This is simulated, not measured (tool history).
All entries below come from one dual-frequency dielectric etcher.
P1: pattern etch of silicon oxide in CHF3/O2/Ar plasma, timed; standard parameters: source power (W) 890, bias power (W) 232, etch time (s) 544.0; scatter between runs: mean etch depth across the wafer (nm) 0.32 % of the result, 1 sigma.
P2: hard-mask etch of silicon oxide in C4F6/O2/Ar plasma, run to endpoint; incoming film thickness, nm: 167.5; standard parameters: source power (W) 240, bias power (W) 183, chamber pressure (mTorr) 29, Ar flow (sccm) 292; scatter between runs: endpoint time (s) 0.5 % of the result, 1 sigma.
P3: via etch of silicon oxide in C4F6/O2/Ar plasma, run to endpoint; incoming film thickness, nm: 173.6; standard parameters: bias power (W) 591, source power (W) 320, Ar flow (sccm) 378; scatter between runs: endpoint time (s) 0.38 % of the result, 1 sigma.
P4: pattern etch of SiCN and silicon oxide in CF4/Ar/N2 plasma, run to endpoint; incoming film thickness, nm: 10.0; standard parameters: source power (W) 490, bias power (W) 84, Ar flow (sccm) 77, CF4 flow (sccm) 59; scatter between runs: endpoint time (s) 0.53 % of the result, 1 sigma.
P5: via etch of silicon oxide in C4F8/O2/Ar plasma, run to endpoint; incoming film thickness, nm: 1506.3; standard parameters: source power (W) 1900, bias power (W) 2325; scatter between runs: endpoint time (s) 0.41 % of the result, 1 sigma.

run	hour	process that ran	source power (W)	bias power (W)	etch time (s)	chamber pressure (mTorr)	Ar flow (sccm)	CF4 flow (sccm)	mean etch depth across the wafer (nm)	endpoint time (s)
1	5.2	P1	890	232	544.0				1407.3	
2	10.5	P1	890	232	409.0				1053.1	
3	18.8	P1	540	232	544.0				1155.5	
4	23.2	P1	890	232	544.0				1394.8	
5	29.6	P2	240	183		29	292			63.7880
6	34.1	P3	320	591			378			39.1740
7	40.4	P5	1900	3103						261.7700
8	45.4	P3	320	405			378			45.0670
9	50.3	P1	890	322	544.0				1567.7	
10	58.2	P1	890	144	791.5				1742.2	
11	62.6	P3	240	591			378			43.2450
12	66.9	P2	240	240		29	292			57.9610
13	74.8	P2	240	183		29	409			65.8700
14	80.6	P1	890	232	800.0				2062.6	
15	86.0	P1	890	232	544.0				1400.3	
16	93.6	P1	740	280	544.0				1389.3	
17	101.5	P1	1060	321	544.0				1680.5	
18	108.1	P1	1060	232	544.0				1491.6	
19	114.4	P3	320	591			378			39.2050
20	121.4	P1	890	232	544.0				1398.0	
21	130.3	P1	890	232	544.0				1393.9	
22	134.7	P4	490	84			77	59		9.9399
23	139.1	P5	1900	2325						285.3000
24	146.2	P4	490	110			77	59		8.9618
25	153.4	P2	150	183		29	292			76.2890
26	158.6	P4	490	84			60	59		9.5480
27	167.5	P4	360	84			77	59		13.0940
28	176.8	P4	490	84			77	80		9.4442
29	185.7	P3	320	591			261			37.4910
30	191.7	P1	890	149	544.0				1210.1	
31	196.3	P2	240	183		39	292			65.4850
32	204.7	P5	1110	2325						356.2100
33	210.0	P1	890	232	544.0				1390.9	
34	215.9	P1	890	232	544.0				1398.1	
35	224.7	P1	890	232	544.0				1383.5	
36	232.7	P1	890	232	544.0				1387.2	
# hour 232.8: wet clean of the chamber
37	240.1	P1	890	232	544.0				1377.1	
38	245.1	P1	890	232	544.0				1384.4	
39	251.3	P1	890	232	544.0				1376.7	
40	256.0	P1	890	232	544.0				1379.4	
41	261.4	P1	890	232	544.0				1371.8	

The log shows P1 creeping away from where it was. Any of the 2 causes listed here, at the size stated for it, fits the log just as well as the others:
A: source power that arrives under what is set, % = 4.12
B: bias power that arrives under what is set, % = 4.56
The creep began at about hour 210.0.
Excluded causes, each with its reason:
chamber walls in a state that lowers the etch rate, %: serviced at hour 232.8, after the drift had started, without restoring the earlier output

You are offered 4 check runs, listed below with question marks in place of their results; each one averages 5 wafers. Which run separates the listed causes by giving clearly different results for each?
check 1	266.8	P4	370	99			77	59		?
check 2	266.8	P3	240	591			378			?
check 3	266.8	P2	240	232		29	366			?
check 4	266.8	P5	1140	2670						?

How each check would come out, cause by cause:
check	result	if A	if B
check 1	endpoint time (s)	12.4140	12.1670
check 2	endpoint time (s)	43.9300	44.0590
check 3	endpoint time (s)	61.2060	61.2070
check 4	endpoint time (s)	340.2900	339.7300
Distance between the nearest two causes, measured in the result of the check that separates them most: check 1 2.01 %; check 2 0.29 %; check 3 0 %; check 4 0.17 %
Of the check runs offered, only check 1 discriminates between the causes; the rest would read about the same regardless of which cause applies.

Check 1 was then run and gave: endpoint time (s) 12.4070. Which cause is it?

Of the candidate causes, it is A: source power that arrives under what is set, %.

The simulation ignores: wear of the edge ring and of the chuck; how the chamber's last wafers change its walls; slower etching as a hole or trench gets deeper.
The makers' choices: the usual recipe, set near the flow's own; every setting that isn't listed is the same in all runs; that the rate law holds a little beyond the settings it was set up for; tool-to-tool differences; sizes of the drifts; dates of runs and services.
